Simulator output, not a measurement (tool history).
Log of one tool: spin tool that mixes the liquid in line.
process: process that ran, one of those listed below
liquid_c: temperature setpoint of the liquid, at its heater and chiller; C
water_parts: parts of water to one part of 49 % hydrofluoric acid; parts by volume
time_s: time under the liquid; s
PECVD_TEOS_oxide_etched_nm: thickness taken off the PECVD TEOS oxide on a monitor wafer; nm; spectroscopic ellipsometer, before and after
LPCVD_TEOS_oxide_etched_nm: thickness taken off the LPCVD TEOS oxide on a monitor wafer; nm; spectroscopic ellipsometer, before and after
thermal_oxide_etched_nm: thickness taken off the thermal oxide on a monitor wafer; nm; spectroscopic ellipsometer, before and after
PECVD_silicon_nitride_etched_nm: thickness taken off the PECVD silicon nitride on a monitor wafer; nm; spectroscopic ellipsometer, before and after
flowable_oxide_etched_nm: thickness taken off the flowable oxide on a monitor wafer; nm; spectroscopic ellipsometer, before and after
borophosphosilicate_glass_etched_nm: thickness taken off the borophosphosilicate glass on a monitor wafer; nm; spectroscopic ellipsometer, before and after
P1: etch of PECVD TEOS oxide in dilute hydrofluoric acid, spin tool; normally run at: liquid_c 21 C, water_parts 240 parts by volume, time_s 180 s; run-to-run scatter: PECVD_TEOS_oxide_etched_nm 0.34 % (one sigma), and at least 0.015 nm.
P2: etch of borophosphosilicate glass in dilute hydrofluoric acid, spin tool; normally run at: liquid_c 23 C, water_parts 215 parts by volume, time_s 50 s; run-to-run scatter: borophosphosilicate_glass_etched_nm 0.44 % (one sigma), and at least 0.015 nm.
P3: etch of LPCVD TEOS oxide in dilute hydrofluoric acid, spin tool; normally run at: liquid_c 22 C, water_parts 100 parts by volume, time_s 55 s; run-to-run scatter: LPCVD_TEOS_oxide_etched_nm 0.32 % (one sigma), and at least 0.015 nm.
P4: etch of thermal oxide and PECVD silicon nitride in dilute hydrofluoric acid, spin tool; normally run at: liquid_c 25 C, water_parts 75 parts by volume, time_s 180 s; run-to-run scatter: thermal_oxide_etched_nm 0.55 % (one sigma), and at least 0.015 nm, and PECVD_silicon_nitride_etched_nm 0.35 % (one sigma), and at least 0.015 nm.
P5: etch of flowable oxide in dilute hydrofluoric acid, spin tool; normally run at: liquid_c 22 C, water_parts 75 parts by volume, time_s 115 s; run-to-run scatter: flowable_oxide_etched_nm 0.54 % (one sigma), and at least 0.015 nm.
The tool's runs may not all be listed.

run	hour	process	liquid_c	water_parts	time_s	hours since the thermometer was replaced	hours since the hydrofluoric acid flow meter was replaced	PECVD_TEOS_oxide_etched_nm	LPCVD_TEOS_oxide_etched_nm	thermal_oxide_etched_nm	PECVD_silicon_nitride_etched_nm	flowable_oxide_etched_nm	borophosphosilicate_glass_etched_nm
1	11.1	P1	21	240	180	1805.6	374.8	8.9432					
2	16.7	P3	22	180	55	1811.2	380.4		14.099				
3	23.3	P4	25	20	180	1817.8	387			48.067	44.887		
4	30.2	P5	28.5	75	115	1824.7	393.9					65.229	
5	38.2	P5	22	120	115	1832.7	401.9					30.314	
6	49.8	P2	23	45	50	1844.3	413.5						59.202
7	61	P1	24.5	240	180	1855.5	424.7	10.215					
8	66.5	P5	22	75	115	1861	430.2					50.441	
9	75.3	P4	25	75	20	1869.8	439			1.3502	1.3664		
10	87	P2	23	215	50	1881.5	450.7						10.171
11	96.5	P1	17	150	180	1891	460.2	13.302					
12	102.8	P1	21	240	180	1897.3	466.5	8.986					
13	110.4	P1	17	240	180	1904.9	474.1	7.7107					
14	116.8	P4	25	75	180	1911.3	480.5			11.931	12.396		
15	123	P4	31.5	75	180	1917.5	486.7			15.407	18.986		
16	134.9	P2	31	215	50	1929.4	498.6						13.563
17	145.3	P5	22	75	185	1939.8	509					81.275	
18	153.4	P5	22	75	115	1947.9	517.1					50.397	
19	162.5	P1	21	430	180	1957	526.2	4.1803					
20	169.6	P1	27.5	110	180	1964.1	533.3	28.667					
21	176.1	P2	23	215	50	1970.6	539.8						10.122
22	182.2	P3	22	100	55	1976.7	545.9		27.811				
23	192.5	P1	21	240	25	1987	556.2	1.2375					
24	198	P1	21	240	180	1992.5	561.7	8.9046					
25	207.3	P1	21	240	180	2001.8	571	8.9066					
26	217.7	P1	17	160	180	2012.2	581.4	12.463					
27	229.2	P1	21	240	180	2023.7	592.9	8.9819					
28	241.9	P2	23	215	15	2036.4	605.6						3.0323
29	247.4	P3	22	100	15	2041.9	611.1		7.5501				
30	259.5	P1	21	240	180	2054	623.2	8.8986					
31	269.1	P3	25.5	100	55	2063.6	632.8		31.775				
32	281.4	P3	22	100	55	2075.9	645.1		27.769				
33	287.8	P1	21	240	350	2082.3	651.5	17.469					
34	294.8	P1	21	150	180	2089.3	658.5	15.692					
35	300.7	P1	21	240	180	2095.2	664.4	8.9206					
36	308.8	P1	21	240	180	2103.3	672.5	8.9255					
37	318.4	P1	21	240	180	2112.9	682.1	9.1557					
38	330.7	P1	21	240	180	2125.2	694.4	9.2879					
39	342.5	P1	21	240	180	2137	706.2	9.402					
40	352.3	P1	21	240	180	2146.8	716	9.5109					
41	361.1	P1	21	240	180	2155.6	724.8	9.5328					
42	370.1	P1	21	240	180	2164.6	733.8	9.4801					
43	378.5	P1	21	240	180	2173	742.2	9.5409					
44	384.6	P1	21	240	180	2179.1	748.3	9.5072					
45	393.1	P1	21	240	180	2187.6	756.8	9.5882					
46	401.2	P1	21	240	180	2195.7	764.9	9.5704					
47	407.4	P1	21	240	180	2201.9	771.1	9.5742					

What P1 gives has crept away from where it was. These 2 causes fit the log equally well, each at the size given:
A: hydrofluoric acid flow above the setpoint (%) = 5.52
B: liquid hotter than its thermometer reads (K) = 1.79
The creep began at about hour 308.8.

4 check runs are offered, one wafer each, their results left as question marks. Which one tells the causes apart?
check 1	413.6	P2	31	215	50								?
check 2	413.6	P3	25	150	55				?				
check 3	413.6	P4	29.5	75	180					?	?		
check 4	413.6	P5	26	75	115							?	

What each check would give under each cause:
check	result	if A	if B
check 1	borophosphosilicate_glass_etched_nm	14.497	14.384
check 2	LPCVD_TEOS_oxide_etched_nm	20.923	21.01
check 3	thermal_oxide_etched_nm	15.048	15.184
check 3	PECVD_silicon_nitride_etched_nm	17.593	18.68
check 4	flowable_oxide_etched_nm	62.823	63.552
How far apart the two closest causes lie, in the result that separates them most: check 1 0.78 %; check 2 0.41 %; check 3 5.99 %; check 4 1.15 %
Only check 3 tells the causes apart: in the others they would give nearly the same result.

Then check 3 was run and gave: thermal_oxide_etched_nm 15.248 nm; PECVD_silicon_nitride_etched_nm 18.647 nm. Which cause is it?

It is B: liquid hotter than its thermometer reads (K).
